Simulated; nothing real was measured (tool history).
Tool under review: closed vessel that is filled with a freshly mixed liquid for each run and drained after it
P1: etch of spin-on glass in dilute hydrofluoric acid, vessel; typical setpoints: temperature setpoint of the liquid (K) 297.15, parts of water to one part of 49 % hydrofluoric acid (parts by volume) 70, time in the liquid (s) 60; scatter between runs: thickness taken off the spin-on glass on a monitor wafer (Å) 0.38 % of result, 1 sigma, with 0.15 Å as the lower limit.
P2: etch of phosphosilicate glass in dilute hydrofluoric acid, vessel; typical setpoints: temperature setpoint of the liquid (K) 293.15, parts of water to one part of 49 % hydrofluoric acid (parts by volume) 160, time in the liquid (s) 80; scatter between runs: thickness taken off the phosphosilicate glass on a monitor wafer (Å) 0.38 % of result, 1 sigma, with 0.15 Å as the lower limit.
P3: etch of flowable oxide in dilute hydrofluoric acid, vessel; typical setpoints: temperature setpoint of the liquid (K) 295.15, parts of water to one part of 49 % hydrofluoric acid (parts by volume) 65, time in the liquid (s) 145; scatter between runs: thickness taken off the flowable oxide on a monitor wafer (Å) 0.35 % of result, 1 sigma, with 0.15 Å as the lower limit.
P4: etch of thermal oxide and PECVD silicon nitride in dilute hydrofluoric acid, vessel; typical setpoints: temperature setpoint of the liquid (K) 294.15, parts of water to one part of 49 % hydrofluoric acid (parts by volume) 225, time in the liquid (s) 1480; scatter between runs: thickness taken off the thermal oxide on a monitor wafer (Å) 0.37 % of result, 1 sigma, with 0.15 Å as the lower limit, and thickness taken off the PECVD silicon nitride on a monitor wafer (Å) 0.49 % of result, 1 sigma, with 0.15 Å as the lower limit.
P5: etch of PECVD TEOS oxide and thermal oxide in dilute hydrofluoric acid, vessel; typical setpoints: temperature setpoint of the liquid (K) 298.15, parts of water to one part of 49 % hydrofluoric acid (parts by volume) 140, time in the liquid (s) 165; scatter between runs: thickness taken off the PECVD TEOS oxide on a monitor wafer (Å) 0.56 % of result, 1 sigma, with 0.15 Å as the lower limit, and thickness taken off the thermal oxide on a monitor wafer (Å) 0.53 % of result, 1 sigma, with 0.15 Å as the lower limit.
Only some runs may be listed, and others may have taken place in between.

run,hour,process that ran,temperature setpoint of the liquid (K),parts of water to one part of 49 % hydrofluoric acid (parts by volume),time in the liquid (s),thickness taken off the spin-on glass on a monitor wafer (Å),thickness taken off the PECVD TEOS oxide on a monitor wafer (Å),thickness taken off the thermal oxide on a monitor wafer (Å),thickness taken off the phosphosilicate glass on a monitor wafer (Å),thickness taken off the flowable oxide on a monitor wafer (Å),thickness taken off the PECVD silicon nitride on a monitor wafer (Å)
1,9.5,P1,297.15,70,60,280.84,,,,,
2,19.9,P5,298.15,140,310,,441.56,91.031,,,
3,27.3,P2,293.15,160,80,,,,353.32,,
4,41.3,P3,295.15,65,35,,,,,106.53,
5,51.3,P1,297.15,105,60,178.04,,,,,
6,66.1,P1,297.15,20,60,1056.5,,,,,
7,76.5,P1,297.15,70,35,165,,,,,
8,90.4,P1,297.15,70,60,283.02,,,,,
9,97.7,P1,302.65,70,60,348.2,,,,,
10,113.2,P5,298.15,30,165,,1271.7,260.29,,,
11,125.7,P2,293.15,160,80,,,,354.03,,
12,138.2,P4,294.15,380,1480,,,135.21,,,56.355
13,153.9,P3,299.65,65,145,,,,,531.69,
14,162.9,P1,297.15,70,60,281.87,,,,,
15,177.8,P1,297.15,70,120,564.15,,,,,
16,191.5,P2,293.15,50,80,,,,1280.1,,
17,205.8,P4,294.15,225,1480,,,261.14,,,94.755
18,221.9,P3,295.15,65,145,,,,,438.11,
19,234.9,P5,298.15,140,165,,235.63,48.721,,,
20,246.4,P1,297.15,70,60,280.73,,,,,
21,260.5,P1,297.15,70,60,282.53,,,,,
# hour 264.9: thermometer replaced
22,269,P5,294.15,140,165,,202.46,41.499,,,
23,279.3,P1,293.15,70,60,239,,,,,
24,287.7,P2,299.15,160,80,,,,447.64,,
25,303,P1,301.65,120,60,184.29,,,,,
26,315.5,P4,294.15,225,2850,,,502.68,,,180.46
27,323.2,P2,293.15,160,30,,,,132.4,,
28,333.6,P3,295.15,30,145,,,,,995.34,
29,349.9,P1,297.15,70,60,282.08,,,,,
30,363.1,P3,295.15,65,145,,,,,439.07,
31,374.4,P4,301.65,225,1480,,,342.43,,,149.66
32,386.7,P1,297.15,70,60,282.57,,,,,
33,398.3,P1,297.15,70,60,288.41,,,,,
34,414.2,P1,297.15,70,60,294.79,,,,,
35,428,P1,297.15,70,60,297.93,,,,,
36,436.1,P1,297.15,70,60,296.49,,,,,

What does the tool deliver on the next run?
37,448.5,P1,297.15,70,60,?,,,,,

Run 37 measured thickness taken off the spin-on glass on a monitor wafer (Å) 300.73.
